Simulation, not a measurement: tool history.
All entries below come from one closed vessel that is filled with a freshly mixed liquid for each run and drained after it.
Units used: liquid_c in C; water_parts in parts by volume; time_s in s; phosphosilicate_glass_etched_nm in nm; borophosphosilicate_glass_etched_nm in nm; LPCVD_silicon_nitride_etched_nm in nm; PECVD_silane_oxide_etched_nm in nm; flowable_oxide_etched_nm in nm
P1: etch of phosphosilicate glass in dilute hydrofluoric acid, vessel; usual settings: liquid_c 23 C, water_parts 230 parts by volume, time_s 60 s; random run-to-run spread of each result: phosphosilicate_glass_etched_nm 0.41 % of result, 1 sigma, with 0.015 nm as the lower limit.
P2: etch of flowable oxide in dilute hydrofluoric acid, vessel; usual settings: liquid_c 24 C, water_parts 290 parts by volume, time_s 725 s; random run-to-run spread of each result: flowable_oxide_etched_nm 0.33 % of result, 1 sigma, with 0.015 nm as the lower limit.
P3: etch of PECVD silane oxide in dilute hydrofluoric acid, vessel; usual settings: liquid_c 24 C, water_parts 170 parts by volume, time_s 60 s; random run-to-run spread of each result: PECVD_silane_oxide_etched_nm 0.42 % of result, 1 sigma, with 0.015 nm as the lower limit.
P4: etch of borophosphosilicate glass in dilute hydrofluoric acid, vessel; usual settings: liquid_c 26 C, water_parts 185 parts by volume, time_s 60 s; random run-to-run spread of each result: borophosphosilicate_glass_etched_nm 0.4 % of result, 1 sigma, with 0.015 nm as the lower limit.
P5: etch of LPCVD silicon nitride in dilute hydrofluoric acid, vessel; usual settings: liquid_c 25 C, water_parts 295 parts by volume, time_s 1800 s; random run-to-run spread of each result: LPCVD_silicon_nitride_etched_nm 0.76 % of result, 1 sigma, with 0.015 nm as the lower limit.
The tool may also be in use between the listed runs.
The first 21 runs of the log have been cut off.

run   hour  process  liquid_c  water_parts  time_s  phosphosilicate_glass_etched_nm  borophosphosilicate_glass_etched_nm  LPCVD_silicon_nitride_etched_nm  PECVD_silane_oxide_etched_nm  flowable_oxide_etched_nm
 22    213       P2        24          290     725                                                                                                                                                         49.065
 23  222.5       P3      18.5          170      60                                                                                                                               7.5561
 24    235       P1        23          230      90                           38.336
 25  241.6       P4        26          185      90                                                                41.429
 26  253.4       P1        23          405      60                           12.299
 27  264.9       P1        23          230      60                           25.486
 28  276.3       P1        23          230      60                           25.427
 29  282.9       P4        20          185      60                                                                22.092

Forecast run 30:
 30   290       P1        17          230      60                                ?

phosphosilicate_glass_etched_nm: 20.271 nm
